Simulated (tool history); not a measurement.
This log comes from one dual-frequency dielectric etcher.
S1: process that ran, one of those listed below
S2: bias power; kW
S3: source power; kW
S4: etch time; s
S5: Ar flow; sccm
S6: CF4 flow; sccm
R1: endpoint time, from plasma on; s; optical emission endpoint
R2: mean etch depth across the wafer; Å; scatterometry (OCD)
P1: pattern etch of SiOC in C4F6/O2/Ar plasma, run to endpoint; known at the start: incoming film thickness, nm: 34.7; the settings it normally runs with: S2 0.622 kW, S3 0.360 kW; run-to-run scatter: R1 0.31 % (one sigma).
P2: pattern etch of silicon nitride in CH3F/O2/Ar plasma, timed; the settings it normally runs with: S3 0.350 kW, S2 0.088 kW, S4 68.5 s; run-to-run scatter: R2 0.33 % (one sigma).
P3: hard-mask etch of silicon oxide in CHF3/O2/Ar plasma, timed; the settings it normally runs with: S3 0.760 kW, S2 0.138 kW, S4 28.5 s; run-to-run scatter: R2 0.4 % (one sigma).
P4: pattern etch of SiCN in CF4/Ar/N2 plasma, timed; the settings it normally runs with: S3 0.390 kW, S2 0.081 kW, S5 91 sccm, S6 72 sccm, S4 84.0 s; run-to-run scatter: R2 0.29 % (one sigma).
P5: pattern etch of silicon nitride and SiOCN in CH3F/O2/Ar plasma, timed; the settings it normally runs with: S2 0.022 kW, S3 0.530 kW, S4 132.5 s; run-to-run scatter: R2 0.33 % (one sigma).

{"run": 1, "day": 0.112, "S1": "P1", "S2": 0.622, "S3": 0.36, "R1": 11.103}
{"run": 2, "day": 0.3, "S1": "P2", "S2": 0.088, "S3": 0.35, "S4": 68.5, "R2": 517.59}
{"run": 3, "day": 0.45, "S1": "P2", "S2": 0.105, "S3": 0.35, "S4": 68.5, "R2": 549.78}
{"run": 4, "day": 0.567, "S1": "P1", "S2": 0.622, "S3": 0.36, "R1": 11.053}
{"run": 5, "day": 0.7, "S1": "P5", "S2": 0.022, "S3": 0.53, "S4": 132.5, "R2": 191.76}
{"run": 6, "day": 0.883, "S1": "P4", "S2": 0.081, "S3": 0.54, "S4": 84.0, "S5": 91, "S6": 72, "R2": 881.62}
{"run": 7, "day": 1.008, "S1": "P1", "S2": 0.622, "S3": 0.36, "R1": 11.101}
{"run": 8, "day": 1.138, "S1": "P1", "S2": 0.801, "S3": 0.36, "R1": 10.047}
{"run": 9, "day": 1.233, "S1": "P5", "S2": 0.027, "S3": 0.53, "S4": 132.5, "R2": 210.1}
{"run": 10, "day": 1.379, "S1": "P5", "S2": 0.022, "S3": 0.53, "S4": 91.0, "R2": 131.53}
{"run": 11, "day": 1.571, "S1": "P1", "S2": 0.622, "S3": 0.36, "R1": 11.034}
{"day": 1.688, "done": "wet clean of the chamber"}
{"run": 12, "day": 1.7, "S1": "P3", "S2": 0.138, "S3": 0.76, "S4": 28.5, "R2": 564.77}
{"run": 13, "day": 1.846, "S1": "P4", "S2": 0.109, "S3": 0.39, "S4": 84.0, "S5": 91, "S6": 72, "R2": 737.31}
{"day": 1.862, "done": "bias power generator calibrated"}
{"run": 14, "day": 2.004, "S1": "P1", "S2": 0.622, "S3": 0.26, "R1": 12.476}
{"run": 15, "day": 2.196, "S1": "P3", "S2": 0.138, "S3": 0.53, "S4": 28.5, "R2": 487.59}
{"run": 16, "day": 2.346, "S1": "P1", "S2": 0.622, "S3": 0.44, "R1": 10.268}
{"run": 17, "day": 2.504, "S1": "P3", "S2": 0.17, "S3": 0.76, "S4": 28.5, "R2": 602.12}
{"run": 18, "day": 2.6, "S1": "P1", "S2": 0.383, "S3": 0.36, "R1": 13.269}
{"run": 19, "day": 2.808, "S1": "P4", "S2": 0.081, "S3": 0.39, "S4": 84.0, "S5": 91, "S6": 85, "R2": 681.51}
{"run": 20, "day": 2.908, "S1": "P5", "S2": 0.022, "S3": 0.41, "S4": 132.5, "R2": 175.45}
{"run": 21, "day": 3.008, "S1": "P4", "S2": 0.081, "S3": 0.39, "S4": 113.5, "S5": 91, "S6": 72, "R2": 892.32}
{"run": 22, "day": 3.171, "S1": "P3", "S2": 0.138, "S3": 0.76, "S4": 15.5, "R2": 306.79}
{"run": 23, "day": 3.358, "S1": "P2", "S2": 0.088, "S3": 0.47, "S4": 68.5, "R2": 574.95}
{"run": 24, "day": 3.562, "S1": "P1", "S2": 0.871, "S3": 0.24, "R1": 11.2}
{"run": 25, "day": 3.654, "S1": "P2", "S2": 0.088, "S3": 0.35, "S4": 68.5, "R2": 515.17}

What will run 26 give?
{"run": 26, "day": 3.746, "S1": "P4", "S2": 0.081, "S3": 0.39, "S4": 84.0, "S5": 91, "S6": 72, "R2": "?"}

{"run 26": {"R2": 663.63}}
